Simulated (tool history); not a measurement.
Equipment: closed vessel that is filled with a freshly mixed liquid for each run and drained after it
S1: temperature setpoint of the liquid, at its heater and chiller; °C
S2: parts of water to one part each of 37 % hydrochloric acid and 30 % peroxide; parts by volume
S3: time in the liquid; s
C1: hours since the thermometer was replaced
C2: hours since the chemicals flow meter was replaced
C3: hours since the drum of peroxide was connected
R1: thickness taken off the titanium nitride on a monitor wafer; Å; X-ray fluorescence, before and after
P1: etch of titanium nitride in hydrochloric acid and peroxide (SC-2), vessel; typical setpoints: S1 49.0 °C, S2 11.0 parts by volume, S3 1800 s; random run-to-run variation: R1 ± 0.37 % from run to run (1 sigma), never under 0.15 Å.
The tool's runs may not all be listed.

run	day	S1	S2	S3	C1	C2	C3	R1
1	0.538	49.0	11.0	1800	106.7	586.8	208.3	495.100
2	0.888	49.0	7.0	835	115.1	595.2	216.7	331.320
3	1.154	64.5	16.5	1800	121.5	601.6	223.1	938.150
4	1.429	49.0	11.0	1800	128.1	608.2	229.7	493.040
5	1.925	49.0	11.0	1800	140.0	620.1	241.6	494.150
6	2.383	49.0	11.0	1800	151.0	631.1	252.6	493.040
7	2.867	49.0	11.0	1800	162.6	642.7	264.2	493.540
8	3.412	49.0	11.0	1800	175.7	655.8	277.3	495.290
9	3.850	49.0	11.0	100	186.2	666.3	287.8	27.496
10	4.217	49.0	11.0	3245	195.0	675.1	296.6	890.900
11	4.779	64.0	11.0	1800	208.5	688.6	310.1	1292.100
12	5.254	35.0	11.0	1800	219.9	700.0	321.5	184.450
13	5.646	49.0	4.0	1800	229.3	709.4	330.9	1072.900
14	5.992	49.0	11.0	1800	237.6	717.7	339.2	491.410
15	6.392	49.0	20.0	1800	247.2	727.3	348.8	293.370
16	6.883	49.0	4.0	980	259.0	739.1	360.6	581.610
17	7.442	49.0	11.0	1800	272.4	752.5	374.0	495.370
18	7.888	49.0	11.0	1800	283.1	763.2	384.7	509.860

Predict the results of run 19:
19	8.446	49.0	11.0	1800	296.5	776.6	398.1	?

R1: 519.880 Å
